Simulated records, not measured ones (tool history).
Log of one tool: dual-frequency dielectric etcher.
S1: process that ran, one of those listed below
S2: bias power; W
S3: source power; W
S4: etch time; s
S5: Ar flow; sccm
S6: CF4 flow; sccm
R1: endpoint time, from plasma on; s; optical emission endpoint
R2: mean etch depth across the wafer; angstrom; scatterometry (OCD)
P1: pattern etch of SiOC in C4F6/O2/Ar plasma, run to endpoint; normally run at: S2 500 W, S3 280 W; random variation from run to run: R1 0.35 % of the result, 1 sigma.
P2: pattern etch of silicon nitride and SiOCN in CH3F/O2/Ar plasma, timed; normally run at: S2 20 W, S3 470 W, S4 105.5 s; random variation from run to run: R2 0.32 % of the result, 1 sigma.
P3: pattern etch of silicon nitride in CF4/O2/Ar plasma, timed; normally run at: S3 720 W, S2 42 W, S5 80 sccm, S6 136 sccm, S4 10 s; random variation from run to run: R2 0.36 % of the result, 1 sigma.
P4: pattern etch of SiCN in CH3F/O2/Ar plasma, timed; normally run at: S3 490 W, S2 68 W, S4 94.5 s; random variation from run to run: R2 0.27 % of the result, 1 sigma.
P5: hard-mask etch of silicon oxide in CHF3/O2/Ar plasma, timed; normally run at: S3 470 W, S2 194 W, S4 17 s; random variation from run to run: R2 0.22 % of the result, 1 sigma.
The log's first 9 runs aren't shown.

run,hour,S1,S2,S3,S4,S5,S6,R1,R2
10,106,P3,55,720,10,80,136,,286.59
11,118.7,P1,313,280,,,,21.35,
12,129.3,P1,500,280,,,,17.909,
13,142.7,P1,500,280,,,,17.96,
# hour 149.1: source power generator calibrated
14,151.9,P4,68,300,94.5,,,,313.45
15,162.3,P1,500,380,,,,16.009,
16,175.6,P2,28,470,105.5,,,,160.34
17,188.4,P1,500,200,,,,20.22,
18,201.9,P1,500,280,,,,17.91,
19,214.3,P5,194,290,17,,,,269.7
20,227.8,P3,42,720,10,112,136,,251.04
21,239.1,P3,42,720,10,80,136,,261.78
22,247.3,P3,42,720,10,80,136,,260.51
23,258.5,P1,595,380,,,,14.876,
24,268.6,P1,500,280,,,,17.952,
25,278.7,P2,20,650,105.5,,,,154.13
26,286.1,P4,68,490,53,,,,211.69
27,300.5,P3,42,720,5.5,80,136,,143.9
28,311.9,P2,20,470,144.5,,,,187.93
29,320.9,P3,42,720,10,80,88,,247.89
30,331.8,P5,194,470,17,,,,325.42
31,341.5,P1,500,280,,,,17.83,

The next listed run, before its measurement:
32,348.7,P1,500,280,,,,?,

Run 32 gave R1 17.992 s.

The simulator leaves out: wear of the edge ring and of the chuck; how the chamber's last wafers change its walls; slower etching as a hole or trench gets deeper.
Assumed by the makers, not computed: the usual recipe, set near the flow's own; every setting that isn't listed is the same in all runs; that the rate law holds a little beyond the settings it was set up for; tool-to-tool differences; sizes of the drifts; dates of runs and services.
